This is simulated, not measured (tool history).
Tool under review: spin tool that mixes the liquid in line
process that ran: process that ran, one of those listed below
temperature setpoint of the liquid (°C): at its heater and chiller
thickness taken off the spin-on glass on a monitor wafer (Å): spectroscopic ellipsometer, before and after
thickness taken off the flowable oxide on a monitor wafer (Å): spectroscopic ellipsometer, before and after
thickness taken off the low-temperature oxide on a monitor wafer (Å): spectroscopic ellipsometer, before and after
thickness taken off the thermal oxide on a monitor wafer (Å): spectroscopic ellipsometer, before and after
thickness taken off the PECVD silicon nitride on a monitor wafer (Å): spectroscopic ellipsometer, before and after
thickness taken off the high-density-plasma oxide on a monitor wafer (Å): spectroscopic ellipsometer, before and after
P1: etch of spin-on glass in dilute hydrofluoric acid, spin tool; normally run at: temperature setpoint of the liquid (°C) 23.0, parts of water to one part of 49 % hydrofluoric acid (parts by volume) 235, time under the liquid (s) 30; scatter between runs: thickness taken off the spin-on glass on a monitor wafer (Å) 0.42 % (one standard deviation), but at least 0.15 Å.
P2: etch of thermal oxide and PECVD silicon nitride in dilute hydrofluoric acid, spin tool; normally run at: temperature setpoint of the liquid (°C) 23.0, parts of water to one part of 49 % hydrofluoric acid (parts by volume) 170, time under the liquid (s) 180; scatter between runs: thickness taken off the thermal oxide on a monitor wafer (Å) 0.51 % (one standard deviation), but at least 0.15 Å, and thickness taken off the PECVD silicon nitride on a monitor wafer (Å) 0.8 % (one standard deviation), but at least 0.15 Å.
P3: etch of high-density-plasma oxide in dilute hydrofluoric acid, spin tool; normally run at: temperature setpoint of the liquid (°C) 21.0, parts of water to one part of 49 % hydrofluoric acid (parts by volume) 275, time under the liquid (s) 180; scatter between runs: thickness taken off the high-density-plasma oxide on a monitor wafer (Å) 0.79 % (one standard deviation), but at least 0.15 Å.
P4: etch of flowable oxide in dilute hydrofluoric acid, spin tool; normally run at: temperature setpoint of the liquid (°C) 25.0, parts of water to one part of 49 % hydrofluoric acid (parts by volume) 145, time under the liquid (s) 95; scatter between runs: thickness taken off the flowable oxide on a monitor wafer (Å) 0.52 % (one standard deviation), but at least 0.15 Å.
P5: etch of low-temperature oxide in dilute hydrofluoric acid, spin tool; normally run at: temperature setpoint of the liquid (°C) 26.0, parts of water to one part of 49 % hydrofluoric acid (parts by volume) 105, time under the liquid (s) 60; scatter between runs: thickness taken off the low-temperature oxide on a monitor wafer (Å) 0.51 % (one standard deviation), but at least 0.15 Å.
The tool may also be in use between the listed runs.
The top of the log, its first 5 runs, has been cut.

run   hour  process that ran  temperature setpoint of the liquid (°C)  parts of water to one part of 49 % hydrofluoric acid (parts by volume)  time under the liquid (s)  hours since the thermometer was replaced  hours since the hydrofluoric acid flow meter was replaced  thickness taken off the spin-on glass on a monitor wafer (Å)  thickness taken off the flowable oxide on a monitor wafer (Å)  thickness taken off the low-temperature oxide on a monitor wafer (Å)  thickness taken off the thermal oxide on a monitor wafer (Å)  thickness taken off the PECVD silicon nitride on a monitor wafer (Å)  thickness taken off the high-density-plasma oxide on a monitor wafer (Å)
  6   71.9                P5                                     26.0                                                                     105                         60                                    1079.2                                                      778.8                                                                                                                                                                                             64.681
  7   85.2                P5                                     19.0                                                                     105                         60                                    1092.5                                                      792.1                                                                                                                                                                                             49.220
  8   93.6                P2                                     23.0                                                                     170                        180                                    1100.9                                                      800.5                                                                                                                                                                                                                                                           43.433                                                                29.577
  9  102.7                P1                                     23.0                                                                     235                         30                                    1110.0                                                      809.6                                                        48.958
 10  116.2                P3                                     21.0                                                                     275                        180                                    1123.5                                                      823.1                                                                                                                                                                                                                                                                                                                                                                                                           29.287
 11  128.9                P1                                     23.0                                                                     385                         30                                    1136.2                                                      835.8                                                        25.973
 12  138.8                P5                                     26.0                                                                      70                         60                                    1146.1                                                      845.7                                                                                                                                                                                            101.410
 13  147.4                P1                                     23.0                                                                      95                         30                                    1154.7                                                      854.3                                                       140.230
 14  153.7                P1                                     23.0                                                                     235                         30                                    1161.0                                                      860.6                                                        49.106
 15  167.7                P2                                     23.0                                                                      85                        180                                    1175.0                                                      874.6                                                                                                                                                                                                                                                           95.874                                                                57.776
 16  175.0                P1                                     23.0                                                                     235                         30                                    1182.3                                                      881.9                                                        48.874
 17  181.3                P4                                     33.0                                                                     145                         95                                    1188.6                                                      888.2                                                                                                                      508.500
 18  194.1                P4                                     25.0                                                                     145                         95                                    1201.4                                                      901.0                                                                                                                      379.510
 19  200.7                P4                                     25.0                                                                     145                         15                                    1208.0                                                      907.6                                                                                                                       59.683
 20  207.9                P4                                     25.0                                                                     250                         95                                    1215.2                                                      914.8                                                                                                                      196.840
 21  219.4                P1                                     23.0                                                                     235                         30                                    1226.7                                                      926.3                                                        48.974
 22  229.7                P5                                     26.0                                                                     105                        110                                    1237.0                                                      936.6                                                                                                                                                                                            118.450
 23  241.8                P3                                     21.0                                                                     275                        280                                    1249.1                                                      948.7                                                                                                                                                                                                                                                                                                                                                                                                           44.239
 24  249.0                P1                                     23.0                                                                     235                         30                                    1256.3                                                      955.9                                                        48.726
 25  260.5                P1                                     23.0                                                                     235                         30                                    1267.8                                                      967.4                                                        48.354
 26  270.8                P1                                     17.0                                                                     235                         30                                    1278.1                                                      977.7                                                        38.607

Run 27 has not been measured yet. What should we expect?
 27  283.7                P3                                     21.0                                                                     140                        180                                    1291.0                                                      990.6                                                                                                                                                                                                                                                                                                                                                                                                                ?

Run 27 came out at thickness taken off the high-density-plasma oxide on a monitor wafer (Å) 65.055.
